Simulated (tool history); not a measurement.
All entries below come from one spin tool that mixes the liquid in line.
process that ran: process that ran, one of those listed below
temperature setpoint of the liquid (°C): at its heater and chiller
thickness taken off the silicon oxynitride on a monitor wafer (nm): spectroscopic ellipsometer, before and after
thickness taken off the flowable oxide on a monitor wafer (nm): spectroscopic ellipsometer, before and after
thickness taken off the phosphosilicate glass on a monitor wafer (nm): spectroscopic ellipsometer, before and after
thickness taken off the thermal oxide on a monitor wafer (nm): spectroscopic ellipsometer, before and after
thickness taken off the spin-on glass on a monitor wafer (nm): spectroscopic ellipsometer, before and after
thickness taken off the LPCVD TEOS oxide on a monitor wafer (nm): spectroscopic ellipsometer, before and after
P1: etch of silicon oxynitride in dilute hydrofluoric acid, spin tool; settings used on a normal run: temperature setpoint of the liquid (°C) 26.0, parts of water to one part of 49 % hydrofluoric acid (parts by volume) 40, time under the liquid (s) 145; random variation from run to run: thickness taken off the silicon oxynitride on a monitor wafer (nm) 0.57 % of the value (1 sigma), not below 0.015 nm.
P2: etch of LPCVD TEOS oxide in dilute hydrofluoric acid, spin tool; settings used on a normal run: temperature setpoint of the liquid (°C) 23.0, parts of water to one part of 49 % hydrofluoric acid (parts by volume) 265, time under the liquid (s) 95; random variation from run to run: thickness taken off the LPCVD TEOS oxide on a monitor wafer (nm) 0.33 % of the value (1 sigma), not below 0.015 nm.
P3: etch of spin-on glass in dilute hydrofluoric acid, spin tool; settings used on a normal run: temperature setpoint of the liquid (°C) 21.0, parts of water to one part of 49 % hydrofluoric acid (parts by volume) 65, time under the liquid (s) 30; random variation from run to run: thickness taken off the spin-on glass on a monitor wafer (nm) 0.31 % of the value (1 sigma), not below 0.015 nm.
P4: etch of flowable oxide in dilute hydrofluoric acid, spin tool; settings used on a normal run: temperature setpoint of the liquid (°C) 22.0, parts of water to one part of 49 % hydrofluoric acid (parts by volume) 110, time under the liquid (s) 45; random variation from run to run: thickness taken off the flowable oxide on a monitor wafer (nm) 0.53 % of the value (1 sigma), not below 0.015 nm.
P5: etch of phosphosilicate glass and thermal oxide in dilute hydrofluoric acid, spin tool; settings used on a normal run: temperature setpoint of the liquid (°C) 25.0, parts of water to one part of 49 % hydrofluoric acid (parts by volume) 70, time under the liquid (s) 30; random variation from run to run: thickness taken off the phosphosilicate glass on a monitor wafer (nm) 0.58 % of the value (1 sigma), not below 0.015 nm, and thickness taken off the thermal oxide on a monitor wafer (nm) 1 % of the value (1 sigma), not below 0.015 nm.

run     day  process that ran  temperature setpoint of the liquid (°C)  parts of water to one part of 49 % hydrofluoric acid (parts by volume)  time under the liquid (s)  hours since the thermometer was replaced  hours since the hydrofluoric acid flow meter was replaced  thickness taken off the silicon oxynitride on a monitor wafer (nm)  thickness taken off the flowable oxide on a monitor wafer (nm)  thickness taken off the phosphosilicate glass on a monitor wafer (nm)  thickness taken off the thermal oxide on a monitor wafer (nm)  thickness taken off the spin-on glass on a monitor wafer (nm)  thickness taken off the LPCVD TEOS oxide on a monitor wafer (nm)
  1   0.204                P1                                     26.0                                                                      40                        145                                    1568.5                                                     1129.4                                                             20.0700
  2   0.567                P1                                     26.0                                                                      40                        145                                    1577.2                                                     1138.1                                                             19.9040
  3   0.942                P4                                     22.0                                                                     110                         45                                    1586.2                                                     1147.1                                                                                                                              21.031
  4   1.108                P1                                     34.0                                                                      70                        145                                    1590.2                                                     1151.1                                                             16.1510
  5   1.433                P1                                     31.0                                                                      40                        145                                    1598.0                                                     1158.9                                                             25.2880
  6   1.738                P1                                     26.0                                                                      40                        145                                    1605.3                                                     1166.2                                                             20.0990
  7   2.100                P5                                     25.0                                                                      70                         30                                    1614.0                                                     1174.9                                                                                                                                                                                                     67.190                                                         2.1628
  8   2.421                P3                                     21.0                                                                      20                         30                                    1621.7                                                     1182.6                                                                                                                                                                                                                                                                                                                                  59.4090
  9   2.796                P1                                     26.0                                                                      40                         70                                    1630.7                                                     1191.6                                                              9.7614
 10   2.996                P4                                     22.0                                                                     110                         45                                    1635.5                                                     1196.4                                                                                                                              20.862
 11   3.162                P3                                     21.0                                                                      65                         30                                    1639.5                                                     1200.4                                                                                                                                                                                                                                                                                                                                  17.2970
 12   3.479                P1                                     26.0                                                                      55                        145                                    1647.1                                                     1208.0                                                             14.4620
 13   3.675                P5                                     25.0                                                                      70                         15                                    1651.8                                                     1212.7                                                                                                                                                                                                     33.680                                                         1.0921
 14   4.012                P3                                     17.0                                                                      65                         30                                    1659.9                                                     1220.8                                                                                                                                                                                                                                                                                                                                  14.5440
 15   4.208                P4                                     22.0                                                                     110                         85                                    1664.6                                                     1225.5                                                                                                                              39.116
 16   4.396                P2                                     23.0                                                                     465                         95                                    1669.1                                                     1230.0                                                                                                                                                                                                                                                                                                                                                                                                     7.5957
 17   4.725                P1                                     26.0                                                                      40                        145                                    1677.0                                                     1237.9                                                             19.9980
 18   5.100                P3                                     21.0                                                                      65                         15                                    1686.0                                                     1246.9                                                                                                                                                                                                                                                                                                                                   8.6839
 19   5.467                P1                                     30.5                                                                      20                        145                                    1694.8                                                     1255.7                                                             50.3880
 20   5.708                P2                                     23.0                                                                     265                         15                                    1700.6                                                     1261.5                                                                                                                                                                                                                                                                                                                                                                                                     2.5001
 21   5.908                P4                                     17.0                                                                     110                         45                                    1705.4                                                     1266.3                                                                                                                              17.063
 22   6.212                P2                                     18.5                                                                     265                         95                                    1712.7                                                     1273.6                                                                                                                                                                                                                                                                                                                                                                                                    13.3880
 23   6.462                P4                                     22.0                                                                      25                         45                                    1718.7                                                     1279.6                                                                                                                             103.320
 24   6.692                P1                                     26.0                                                                      20                        145                                    1724.2                                                     1285.1                                                             40.7650
 25   7.008                P2                                     23.0                                                                     265                         95                                    1731.8                                                     1292.7                                                                                                                                                                                                                                                                                                                                                                                                    15.9060
 26   7.183                P5                                     31.0                                                                      70                         30                                    1736.0                                                     1296.9                                                                                                                                                                                                     84.227                                                         2.7636
 27   7.383                P5                                     25.0                                                                      20                         30                                    1740.8                                                     1301.7                                                                                                                                                                                                    252.340                                                         8.1741
 28   7.654                P1                                     26.0                                                                      40                        145                                    1747.3                                                     1308.2                                                             19.9710
 29   7.946                P1                                     20.0                                                                      40                        145                                    1754.3                                                     1315.2                                                             14.9350
 30   8.229                P1                                     26.0                                                                      40                        265                                    1761.1                                                     1322.0                                                             36.7690
 31   8.429                P1                                     26.0                                                                      25                         35                                    1765.9                                                     1326.8                                                              7.8225
 32   8.788                P1                                     26.0                                                                      40                        145                                    1774.5                                                     1335.4                                                             20.0160
 33   9.067                P1                                     26.0                                                                      40                        145                                    1781.2                                                     1342.1                                                             20.8270
 34   9.329                P1                                     26.0                                                                      40                        145                                    1787.5                                                     1348.4                                                             21.2800
 35   9.683                P1                                     26.0                                                                      40                        145                                    1796.0                                                     1356.9                                                             21.5510
 36   9.962                P1                                     26.0                                                                      40                        145                                    1802.7                                                     1363.6                                                             22.0100
 37  10.262                P1                                     26.0                                                                      40                        145                                    1809.9                                                     1370.8                                                             21.7900
 38  10.538                P1                                     26.0                                                                      40                        145                                    1816.5                                                     1377.4                                                             21.8880
 39  10.842                P1                                     26.0                                                                      40                        145                                    1823.8                                                     1384.7                                                             22.0380
 40  11.033                P1                                     26.0                                                                      40                        145                                    1828.4                                                     1389.3                                                             21.8660

P1 no longer gives what it gave before; its output has crept away from where it was. The following 2 causes, each at its listed size, fit the log equally well:
A: hydrofluoric acid flow above the setpoint (%) = 9.25
B: liquid hotter than its thermometer reads (K) = 1.91
The onset of the drift is placed at about day 8.788.

4 check runs are offered, one wafer each, their results left as question marks. Which one tells the causes apart?
check 1  11.225                P4                                     22.0                                                                      25                         75                                                                                                                                                                                                                                        ?
check 2  11.225                P5                                     25.0                                                                      20                         30                                                                                                                                                                                                                                                                                                               ?                                                              ?
check 3  11.225                P3                                     17.0                                                                      30                         30                                                                                                                                                                                                                                                                                                                                                                                                                                             ?
check 4  11.225                P2                                     23.0                                                                     350                         40                                                                                                                                                                                                                                                                                                                                                                                                                                                                                                               ?

What each check would give under each cause:
  check                                                                 result     if A     if B
check 1         thickness taken off the flowable oxide on a monitor wafer (nm)  186.420  184.480
check 2  thickness taken off the phosphosilicate glass on a monitor wafer (nm)  275.310  272.260
check 2          thickness taken off the thermal oxide on a monitor wafer (nm)   8.8960   8.7973
check 3          thickness taken off the spin-on glass on a monitor wafer (nm)  35.9440  35.6680
check 4       thickness taken off the LPCVD TEOS oxide on a monitor wafer (nm)   5.2483   4.9857
Distance between the nearest two causes, measured in the result of the check that separates them most: check 1 1.04 %; check 2 1.12 %; check 3 0.77 %; check 4 5.13 %
Only check 4 tells the causes apart: in the others they would give nearly the same result.

Check 4 was carried out, with these results: thickness taken off the LPCVD TEOS oxide on a monitor wafer (nm) 4.9628. Which of the listed causes is responsible?

Of the candidate causes, it is B: liquid hotter than its thermometer reads (K).

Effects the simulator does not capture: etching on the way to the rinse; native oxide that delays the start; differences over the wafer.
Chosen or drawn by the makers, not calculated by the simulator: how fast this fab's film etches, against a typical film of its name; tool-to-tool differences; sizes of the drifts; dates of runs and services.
